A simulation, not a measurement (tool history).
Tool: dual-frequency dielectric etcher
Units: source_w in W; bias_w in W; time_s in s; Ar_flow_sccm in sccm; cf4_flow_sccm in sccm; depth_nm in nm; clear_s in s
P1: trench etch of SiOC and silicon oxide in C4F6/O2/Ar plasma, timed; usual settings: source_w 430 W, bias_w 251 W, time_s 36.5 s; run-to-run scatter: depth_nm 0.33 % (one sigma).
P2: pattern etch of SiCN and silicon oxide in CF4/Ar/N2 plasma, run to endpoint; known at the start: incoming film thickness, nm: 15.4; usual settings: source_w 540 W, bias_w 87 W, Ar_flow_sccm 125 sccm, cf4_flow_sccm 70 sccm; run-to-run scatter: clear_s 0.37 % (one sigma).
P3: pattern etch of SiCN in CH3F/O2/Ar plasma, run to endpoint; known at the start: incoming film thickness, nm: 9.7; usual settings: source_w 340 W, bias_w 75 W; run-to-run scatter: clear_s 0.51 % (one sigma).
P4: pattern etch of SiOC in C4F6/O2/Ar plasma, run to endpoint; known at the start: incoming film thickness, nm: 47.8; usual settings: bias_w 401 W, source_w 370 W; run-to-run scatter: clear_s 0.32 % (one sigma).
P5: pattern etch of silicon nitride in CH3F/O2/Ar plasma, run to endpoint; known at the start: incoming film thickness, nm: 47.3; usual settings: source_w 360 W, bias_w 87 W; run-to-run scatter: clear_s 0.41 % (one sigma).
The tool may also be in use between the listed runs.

run,hour,process,source_w,bias_w,time_s,Ar_flow_sccm,cf4_flow_sccm,depth_nm,clear_s
1,5.1,P1,430,251,36.5,,,81.637,
2,9.4,P1,500,304,36.5,,,92.859,
3,14.9,P5,210,87,,,,,83.39
4,19.9,P4,440,401,,,,,16.431
5,23.7,P1,430,305,36.5,,,87.232,
6,29.1,P1,300,251,36.5,,,71.068,
7,33.4,P1,430,251,36.5,,,81.456,
8,38,P4,370,401,,,,,17.572
9,41.9,P1,430,251,36.5,,,81.347,
10,45.3,P2,540,87,,125,91,,14.123
11,52.2,P3,340,75,,,,,27.809
12,57.3,P2,540,64,,125,70,,16.389
13,60.6,P1,430,251,25.5,,,57.071,
14,67.4,P2,640,87,,125,70,,12.706
15,70.7,P4,370,266,,,,,20.202
16,76.2,P5,360,103,,,,,63.536
17,82.3,P1,430,251,36.5,,,81.837,
18,88,P5,360,87,,,,,67.414
19,94.4,P4,370,401,,,,,17.51
20,99.9,P1,430,164,36.5,,,70.654,
21,106.2,P3,280,75,,,,,29.722
22,110.7,P1,430,251,53,,,118.58,
23,117.6,P1,430,251,36.5,,,81.846,
24,123.7,P2,540,87,,171,70,,15.583
25,129.4,P3,340,44,,,,,33.227
26,132.8,P2,540,87,,125,70,,14.839
# hour 133.2: wet clean of the chamber
27,137.9,P1,430,251,36.5,,,81.767,
28,143,P1,430,167,48,,,93.817,
29,147.2,P1,520,251,36.5,,,87.686,
30,152,P1,430,174,50,,,99.425,
31,158.4,P1,430,251,36.5,,,81.525,
32,161.8,P1,430,251,36.5,,,81.384,
33,168.8,P1,430,251,36.5,,,80.553,
34,173.5,P1,430,251,36.5,,,80.533,
# hour 176.1: wet clean of the chamber
35,179.9,P1,430,251,36.5,,,80.31,
36,184.5,P1,430,251,36.5,,,80.06,
37,187.9,P1,430,251,36.5,,,80.599,
38,191.7,P1,430,251,36.5,,,80.587,
39,195.5,P1,430,251,36.5,,,79.697,

What P1 gives has crept away from where it was. These 2 causes fit the log equally well, each at the size given:
A: source power that arrives under what is set, % = 4.24
B: bias power that arrives under what is set, % = 4.82
The creep began at about hour 158.4.
Why every other cause is out:
chamber walls in a state that lowers the etch rate, %: serviced at hour 176.1, which brought nothing back

4 check runs are offered, each on 2 wafers whose results are averaged, their results left as question marks. Which one tells the causes apart?
check 1,199.3,P2,540,87,,125,70,,?
check 2,199.3,P4,370,401,,,,,?
check 3,199.3,P5,360,87,,,,,?
check 4,199.3,P3,340,75,,,,,?

What each check would give under each cause:
check,result,if A,if B
check 1,clear_s,15.356,15.047
check 2,clear_s,17.821,17.851
check 3,clear_s,68.652,68.753
check 4,clear_s,28.441,28.485
How far apart the two closest causes lie, in the result that separates them most: check 1 2.03 %; check 2 0.17 %; check 3 0.15 %; check 4 0.16 %
Check 1 tells the causes apart: in the others they would give nearly the same result.

Then check 1 was run and gave: clear_s 15.046 s. Which cause is it?

It is B: bias power that arrives under what is set, %.
